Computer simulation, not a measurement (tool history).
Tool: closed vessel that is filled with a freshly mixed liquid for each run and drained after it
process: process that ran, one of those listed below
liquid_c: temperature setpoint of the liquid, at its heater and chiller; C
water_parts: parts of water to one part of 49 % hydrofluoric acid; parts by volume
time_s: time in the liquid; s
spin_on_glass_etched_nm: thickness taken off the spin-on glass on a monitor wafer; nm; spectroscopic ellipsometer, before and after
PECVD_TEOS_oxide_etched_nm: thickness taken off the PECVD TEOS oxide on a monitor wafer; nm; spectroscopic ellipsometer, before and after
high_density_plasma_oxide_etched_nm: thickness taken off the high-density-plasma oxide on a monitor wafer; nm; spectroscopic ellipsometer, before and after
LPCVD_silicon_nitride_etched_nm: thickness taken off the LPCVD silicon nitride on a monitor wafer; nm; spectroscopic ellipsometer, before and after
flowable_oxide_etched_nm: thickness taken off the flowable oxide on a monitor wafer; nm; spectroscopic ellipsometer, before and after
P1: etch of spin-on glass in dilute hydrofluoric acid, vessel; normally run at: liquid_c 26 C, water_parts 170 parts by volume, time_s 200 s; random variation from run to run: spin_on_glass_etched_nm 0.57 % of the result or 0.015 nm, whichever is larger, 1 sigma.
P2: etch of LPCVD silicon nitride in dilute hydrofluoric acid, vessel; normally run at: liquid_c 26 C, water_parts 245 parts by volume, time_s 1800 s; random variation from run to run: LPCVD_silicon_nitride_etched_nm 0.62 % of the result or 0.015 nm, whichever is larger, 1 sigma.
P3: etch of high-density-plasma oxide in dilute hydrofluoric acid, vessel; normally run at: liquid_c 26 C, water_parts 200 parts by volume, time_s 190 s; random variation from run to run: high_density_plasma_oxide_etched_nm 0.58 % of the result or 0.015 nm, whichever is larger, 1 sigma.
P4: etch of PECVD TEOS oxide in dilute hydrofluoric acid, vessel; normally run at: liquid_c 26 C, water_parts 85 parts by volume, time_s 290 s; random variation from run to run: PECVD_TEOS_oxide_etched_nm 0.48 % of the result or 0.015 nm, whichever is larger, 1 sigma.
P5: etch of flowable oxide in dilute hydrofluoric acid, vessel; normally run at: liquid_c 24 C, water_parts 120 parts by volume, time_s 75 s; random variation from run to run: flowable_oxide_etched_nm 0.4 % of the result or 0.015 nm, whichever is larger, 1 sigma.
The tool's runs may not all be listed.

| run | hour | process | liquid_c | water_parts | time_s | spin_on_glass_etched_nm | PECVD_TEOS_oxide_etched_nm | high_density_plasma_oxide_etched_nm | LPCVD_silicon_nitride_etched_nm | flowable_oxide_etched_nm |
|---|---|---|---|---|---|---|---|---|---|---|
| 1 | 16.3 | P1 | 26 | 170 | 200 | 54.214 |  |  |  |  |
| 2 | 30.4 | P4 | 18 | 85 | 290 |  | 26.959 |  |  |  |
| 3 | 44.1 | P4 | 26 | 85 | 290 |  | 37.234 |  |  |  |
| 4 | 54.8 | P3 | 19 | 200 | 190 |  |  | 4.1338 |  |  |
| 5 | 65.2 | P2 | 33.5 | 245 | 1800 |  |  |  | 6.2335 |  |
| 6 | 79.7 | P5 | 19.5 | 120 | 75 |  |  |  |  | 15.779 |
| 7 | 94.3 | P1 | 26 | 170 | 30 | 8.1253 |  |  |  |  |
| 8 | 110.1 | P2 | 26 | 245 | 975 |  |  |  | 2.1831 |  |
| 9 | 127.1 | P1 | 26 | 170 | 200 | 54.042 |  |  |  |  |
| 10 | 140.7 | P3 | 26 | 290 | 190 |  |  | 3.4214 |  |  |
| 11 | 156.6 | P5 | 24 | 65 | 75 |  |  |  |  | 37.266 |
| 12 | 169.5 | P1 | 26 | 170 | 200 | 54.245 |  |  |  |  |
| 13 | 181.9 | P4 | 26 | 140 | 290 |  | 21.225 |  |  |  |
| 14 | 191.4 | P2 | 26 | 245 | 1800 |  |  |  | 4.0214 |  |
| 15 | 199.7 | P1 | 26 | 255 | 200 | 32.765 |  |  |  |  |
| 16 | 213.7 | P1 | 26 | 55 | 200 | 191.66 |  |  |  |  |
| 17 | 229.1 | P1 | 26 | 170 | 200 | 53.714 |  |  |  |  |
| 18 | 236.6 | P4 | 26 | 85 | 290 |  | 37.223 |  |  |  |
| 19 | 245 | P3 | 26 | 200 | 190 |  |  | 5.4226 |  |  |
| 20 | 257.4 | P2 | 26 | 245 | 1800 |  |  |  | 4.0299 |  |
| 21 | 268.5 | P5 | 24 | 120 | 75 |  |  |  |  | 18.798 |
| 22 | 279.4 | P5 | 24 | 120 | 75 |  |  |  |  | 18.788 |
| 23 | 294.3 | P1 | 31 | 170 | 200 | 64.973 |  |  |  |  |
| 24 | 309.4 | P1 | 26 | 170 | 200 | 53.671 |  |  |  |  |
| 25 | 316.8 | P1 | 18.5 | 170 | 200 | 40.405 |  |  |  |  |
| 26 | 325.1 | P3 | 26 | 200 | 30 |  |  | 0.86782 |  |  |
| 27 | 341.2 | P5 | 24 | 120 | 150 |  |  |  |  | 37.832 |
| 28 | 353.8 | P4 | 26 | 85 | 40 |  | 5.1837 |  |  |  |
| 29 | 361.6 | P1 | 26 | 170 | 200 | 53.798 |  |  |  |  |
| 30 | 369.3 | P1 | 19 | 170 | 75 | 15.535 |  |  |  |  |
| 31 | 380.8 | P1 | 26 | 170 | 330 | 88.808 |  |  |  |  |
| 32 | 390.8 | P2 | 26 | 375 | 1800 |  |  |  | 2.6843 |  |
| 33 | 405.7 | P1 | 26 | 170 | 200 | 54.2 |  |  |  |  |
| 34 | 418.4 | P1 | 26 | 170 | 200 | 52.329 |  |  |  |  |
| 35 | 435.4 | P1 | 26 | 170 | 200 | 51.161 |  |  |  |  |
| 36 | 446.6 | P1 | 26 | 170 | 200 | 51.174 |  |  |  |  |
| 37 | 463.3 | P1 | 26 | 170 | 200 | 50.393 |  |  |  |  |
| 38 | 471.2 | P1 | 26 | 170 | 200 | 49.991 |  |  |  |  |
| 39 | 484.4 | P1 | 26 | 170 | 200 | 49.703 |  |  |  |  |
| 40 | 494 | P1 | 26 | 170 | 200 | 50.059 |  |  |  |  |
| 41 | 509.1 | P1 | 26 | 170 | 200 | 49.76 |  |  |  |  |
| 42 | 526.1 | P1 | 26 | 170 | 200 | 49.371 |  |  |  |  |
| 43 | 537.4 | P1 | 26 | 170 | 200 | 49.891 |  |  |  |  |
| 44 | 553.4 | P1 | 26 | 170 | 200 | 49.76 |  |  |  |  |

What P1 gives has crept away from where it was. These 2 causes fit the log equally well, each at the size given:
A: liquid colder than its thermometer reads (K) = 2.28
B: hydrofluoric acid flow below the setpoint (%) = 6.83
The creep began at about hour 405.7.

4 check runs are offered, one wafer each, their results left as question marks. Which one tells the causes apart?
| check 1 | 569.4 | P5 | 24 | 120 | 75 |  |  |  |  | ? |
| check 2 | 569.4 | P2 | 26 | 245 | 1800 |  |  |  | ? |  |
| check 3 | 569.4 | P3 | 26 | 200 | 190 |  |  | ? |  |  |
| check 4 | 569.4 | P4 | 26 | 85 | 290 |  | ? |  |  |  |

What each check would give under each cause:
| check | result | if A | if B |
|---|---|---|---|
| check 1 | flowable_oxide_etched_nm | 17.262 | 17.415 |
| check 2 | LPCVD_silicon_nitride_etched_nm | 3.4959 | 3.7485 |
| check 3 | high_density_plasma_oxide_etched_nm | 4.9231 | 4.9054 |
| check 4 | PECVD_TEOS_oxide_etched_nm | 34.219 | 34.623 |
How far apart the two closest causes lie, in the result that separates them most: check 1 0.88 %; check 2 6.98 %; check 3 0.36 %; check 4 1.17 %
Only check 2 tells the causes apart: in the others they would give nearly the same result.

Then check 2 was run and gave: LPCVD_silicon_nitride_etched_nm 3.7608 nm. Which cause is it?

It is B: hydrofluoric acid flow below the setpoint (%).
